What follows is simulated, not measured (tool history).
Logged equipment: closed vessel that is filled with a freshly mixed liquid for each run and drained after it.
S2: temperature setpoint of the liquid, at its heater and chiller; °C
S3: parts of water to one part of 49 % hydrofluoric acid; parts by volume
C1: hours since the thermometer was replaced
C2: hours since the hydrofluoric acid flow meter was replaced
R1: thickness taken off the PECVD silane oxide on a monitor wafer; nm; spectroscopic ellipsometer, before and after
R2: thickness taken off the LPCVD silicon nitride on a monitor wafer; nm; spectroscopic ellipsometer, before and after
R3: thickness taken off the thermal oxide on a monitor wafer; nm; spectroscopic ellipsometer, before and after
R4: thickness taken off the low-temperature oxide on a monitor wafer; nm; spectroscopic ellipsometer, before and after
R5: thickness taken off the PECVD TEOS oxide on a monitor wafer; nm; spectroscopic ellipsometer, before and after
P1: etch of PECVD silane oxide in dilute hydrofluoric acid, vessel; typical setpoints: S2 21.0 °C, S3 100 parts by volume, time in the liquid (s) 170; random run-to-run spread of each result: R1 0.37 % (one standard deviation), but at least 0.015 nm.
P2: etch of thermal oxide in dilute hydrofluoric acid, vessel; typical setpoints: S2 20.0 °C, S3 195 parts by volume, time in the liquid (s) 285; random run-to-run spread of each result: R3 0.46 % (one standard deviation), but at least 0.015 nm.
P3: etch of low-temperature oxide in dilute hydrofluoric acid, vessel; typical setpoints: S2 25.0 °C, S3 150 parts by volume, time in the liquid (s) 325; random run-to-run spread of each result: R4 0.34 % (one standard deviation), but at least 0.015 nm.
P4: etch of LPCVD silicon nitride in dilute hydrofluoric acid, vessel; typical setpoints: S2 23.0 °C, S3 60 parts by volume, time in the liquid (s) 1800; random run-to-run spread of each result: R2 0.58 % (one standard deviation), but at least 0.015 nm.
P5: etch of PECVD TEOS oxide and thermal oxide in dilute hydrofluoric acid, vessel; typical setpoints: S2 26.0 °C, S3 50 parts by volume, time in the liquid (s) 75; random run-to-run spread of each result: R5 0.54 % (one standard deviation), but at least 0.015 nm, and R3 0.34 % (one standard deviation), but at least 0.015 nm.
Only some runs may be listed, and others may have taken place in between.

run 1 hour=3.6 | process_that_ran=P1 S2=21.0 S3=100 time_in_the_liquid_(s)=170 | C1=190.8 C2=1461.5 | R1=41.180
run 2 hour=6.9 | process_that_ran=P4 S2=23.0 S3=60 time_in_the_liquid_(s)=3320 | C1=194.1 C2=1464.8 | R2=23.449
run 3 hour=9.8 | process_that_ran=P1 S2=21.0 S3=20 time_in_the_liquid_(s)=170 | C1=197.0 C2=1467.7 | R1=227.170
run 4 hour=12.1 | process_that_ran=P1 S2=25.0 S3=100 time_in_the_liquid_(s)=325 | C1=199.3 C2=1470.0 | R1=92.431
run 5 hour=14.9 | process_that_ran=P2 S2=20.0 S3=350 time_in_the_liquid_(s)=285 | C1=202.1 C2=1472.8 | R3=2.4667
run 6 hour=17.1 | process_that_ran=P4 S2=23.0 S3=60 time_in_the_liquid_(s)=1800 | C1=204.3 C2=1475.0 | R2=12.872
run 7 hour=20.9 | process_that_ran=P3 S2=25.0 S3=150 time_in_the_liquid_(s)=325 | C1=208.1 C2=1478.8 | R4=57.022
run 8 hour=23.3 | process_that_ran=P4 S2=23.0 S3=60 time_in_the_liquid_(s)=1800 | C1=210.5 C2=1481.2 | R2=12.721
run 9 hour=27.1 | process_that_ran=P2 S2=20.0 S3=195 time_in_the_liquid_(s)=285 | C1=214.3 C2=1485.0 | R3=5.0929
run 10 hour=29.7 | process_that_ran=P3 S2=18.0 S3=150 time_in_the_liquid_(s)=325 | C1=216.9 C2=1487.6 | R4=43.518
run 11 hour=33.3 | process_that_ran=P5 S2=26.0 S3=50 time_in_the_liquid_(s)=145 | C1=220.5 C2=1491.2 | R3=15.4300 R5=32.769
run 12 hour=36.1 | process_that_ran=P1 S2=21.0 S3=100 time_in_the_liquid_(s)=170 | C1=223.3 C2=1494.0 | R1=41.082
run 13 hour=40.2 | process_that_ran=P2 S2=17.0 S3=195 time_in_the_liquid_(s)=285 | C1=227.4 C2=1498.1 | R3=4.5059
run 14 hour=44.3 | process_that_ran=P3 S2=25.0 S3=150 time_in_the_liquid_(s)=325 | C1=231.5 C2=1502.2 | R4=57.415
run 15 hour=47.9 | process_that_ran=P1 S2=17.0 S3=100 time_in_the_liquid_(s)=90 | C1=235.1 C2=1505.8 | R1=18.339
run 16 hour=50.0 | process_that_ran=P2 S2=20.0 S3=195 time_in_the_liquid_(s)=550 | C1=237.2 C2=1507.9 | R3=9.7140
run 17 hour=52.5 | process_that_ran=P3 S2=25.0 S3=150 time_in_the_liquid_(s)=640 | C1=239.7 C2=1510.4 | R4=112.370
run 18 hour=56.3 | process_that_ran=P1 S2=17.0 S3=145 time_in_the_liquid_(s)=170 | C1=243.5 C2=1514.2 | R1=22.870
run 19 hour=59.4 | process_that_ran=P4 S2=23.0 S3=20 time_in_the_liquid_(s)=1800 | C1=246.6 C2=1517.3 | R2=36.698
run 20 hour=62.4 | process_that_ran=P1 S2=21.0 S3=100 time_in_the_liquid_(s)=170 | C1=249.6 C2=1520.3 | R1=41.208
run 21 hour=64.7 | process_that_ran=P5 S2=26.0 S3=50 time_in_the_liquid_(s)=75 | C1=251.9 C2=1522.6 | R3=8.0346 R5=16.901
run 22 hour=67.9 | process_that_ran=P1 S2=21.0 S3=100 time_in_the_liquid_(s)=170 | C1=255.1 C2=1525.8 | R1=40.984
run 23 hour=72.0 | process_that_ran=P1 S2=17.0 S3=100 time_in_the_liquid_(s)=170 | C1=259.2 C2=1529.9 | R1=34.724
-- hour=73.6 hydrofluoric acid flow meter replaced
run 24 hour=74.0 | process_that_ran=P1 S2=21.0 S3=100 time_in_the_liquid_(s)=285 | C1=261.2 C2=0.5 | R1=68.721
run 25 hour=78.0 | process_that_ran=P1 S2=21.0 S3=100 time_in_the_liquid_(s)=170 | C1=265.2 C2=4.5 | R1=41.059
run 26 hour=81.0 | process_that_ran=P2 S2=20.0 S3=195 time_in_the_liquid_(s)=285 | C1=268.2 C2=7.5 | R3=5.0837
run 27 hour=83.2 | process_that_ran=P5 S2=26.0 S3=30 time_in_the_liquid_(s)=75 | C1=270.4 C2=9.7 | R3=13.7040 R5=29.040
run 28 hour=85.7 | process_that_ran=P1 S2=21.0 S3=100 time_in_the_liquid_(s)=170 | C1=272.9 C2=12.2 | R1=40.929
run 29 hour=88.1 | process_that_ran=P5 S2=19.0 S3=50 time_in_the_liquid_(s)=75 | C1=275.3 C2=14.6 | R3=5.9233 R5=12.545
run 30 hour=91.2 | process_that_ran=P4 S2=31.0 S3=60 time_in_the_liquid_(s)=1800 | C1=278.4 C2=17.7 | R2=21.431
run 31 hour=93.4 | process_that_ran=P1 S2=21.0 S3=100 time_in_the_liquid_(s)=70 | C1=280.6 C2=19.9 | R1=16.884
run 32 hour=96.8 | process_that_ran=P3 S2=25.0 S3=40 time_in_the_liquid_(s)=325 | C1=284.0 C2=23.3 | R4=247.510
run 33 hour=98.9 | process_that_ran=P1 S2=21.0 S3=180 time_in_the_liquid_(s)=170 | C1=286.1 C2=25.4 | R1=20.828
run 34 hour=101.8 | process_that_ran=P1 S2=28.5 S3=100 time_in_the_liquid_(s)=170 | C1=289.0 C2=28.3 | R1=55.187
run 35 hour=104.9 | process_that_ran=P1 S2=21.0 S3=100 time_in_the_liquid_(s)=170 | C1=292.1 C2=31.4 | R1=41.257
run 36 hour=108.1 | process_that_ran=P1 S2=21.0 S3=100 time_in_the_liquid_(s)=170 | C1=295.3 C2=34.6 | R1=42.321
run 37 hour=111.7 | process_that_ran=P1 S2=21.0 S3=100 time_in_the_liquid_(s)=170 | C1=298.9 C2=38.2 | R1=42.844
run 38 hour=114.3 | process_that_ran=P1 S2=21.0 S3=100 time_in_the_liquid_(s)=170 | C1=301.5 C2=40.8 | R1=43.258
run 39 hour=117.9 | process_that_ran=P1 S2=21.0 S3=100 time_in_the_liquid_(s)=170 | C1=305.1 C2=44.4 | R1=43.494
run 40 hour=120.7 | process_that_ran=P1 S2=21.0 S3=100 time_in_the_liquid_(s)=170 | C1=307.9 C2=47.2 | R1=43.623
run 41 hour=124.5 | process_that_ran=P1 S2=21.0 S3=100 time_in_the_liquid_(s)=170 | C1=311.7 C2=51.0 | R1=43.914
run 42 hour=127.6 | process_that_ran=P1 S2=21.0 S3=100 time_in_the_liquid_(s)=170 | C1=314.8 C2=54.1 | R1=44.047
run 43 hour=130.2 | process_that_ran=P1 S2=21.0 S3=100 time_in_the_liquid_(s)=170 | C1=317.4 C2=56.7 | R1=43.531
run 44 hour=132.4 | process_that_ran=P1 S2=21.0 S3=100 time_in_the_liquid_(s)=170 | C1=319.6 C2=58.9 | R1=44.057
run 45 hour=135.8 | process_that_ran=P1 S2=21.0 S3=100 time_in_the_liquid_(s)=170 | C1=323.0 C2=62.3 | R1=43.749

What P1 gives has crept off from where it sat before. The 2 causes that follow fit the log equally well, each at the size noted:
A: hydrofluoric acid flow above the setpoint (%) = 6.57
B: liquid hotter than its thermometer reads (K) = 1.76
The gradual shift began around hour 104.9.

Listed below are the offered check runs, one wafer per run, with question marks in place of results. For which of them would the causes give clearly different outcomes?
run check 1 hour=139.2 | process_that_ran=P2 S2=17.0 S3=340 time_in_the_liquid_(s)=285 | R3=?
run check 2 hour=139.2 | process_that_ran=P3 S2=25.0 S3=55 time_in_the_liquid_(s)=580 | R4=?
run check 3 hour=139.2 | process_that_ran=P4 S2=23.0 S3=35 time_in_the_liquid_(s)=3165 | R2=?
run check 4 hour=139.2 | process_that_ran=P5 S2=19.0 S3=50 time_in_the_liquid_(s)=145 | R3=? R5=?

Outcome of each check run for each possible cause:
check=check_1 result=R3 if_A=2.4728 if_B=2.4333
check=check_2 result=R4 if_A=336.160 if_B=337.120
check=check_3 result=R2 if_A=40.294 if_B=42.699
check=check_4 result=R3 if_A=12.3380 if_B=12.4330
check=check_4 result=R5 if_A=26.185 if_B=26.385
Distance between the nearest two causes, measured in the result of the check that separates them most: check 1 1.61 %; check 2 0.29 %; check 3 5.8 %; check 4 0.76 %
Check 3 distinguishes between the causes, while the remaining checks would return nearly the same result for all of them.

Running check 3 produced the following: R2 42.538 nm. Which one of the listed causes fits?

It is B: liquid hotter than its thermometer reads (K).

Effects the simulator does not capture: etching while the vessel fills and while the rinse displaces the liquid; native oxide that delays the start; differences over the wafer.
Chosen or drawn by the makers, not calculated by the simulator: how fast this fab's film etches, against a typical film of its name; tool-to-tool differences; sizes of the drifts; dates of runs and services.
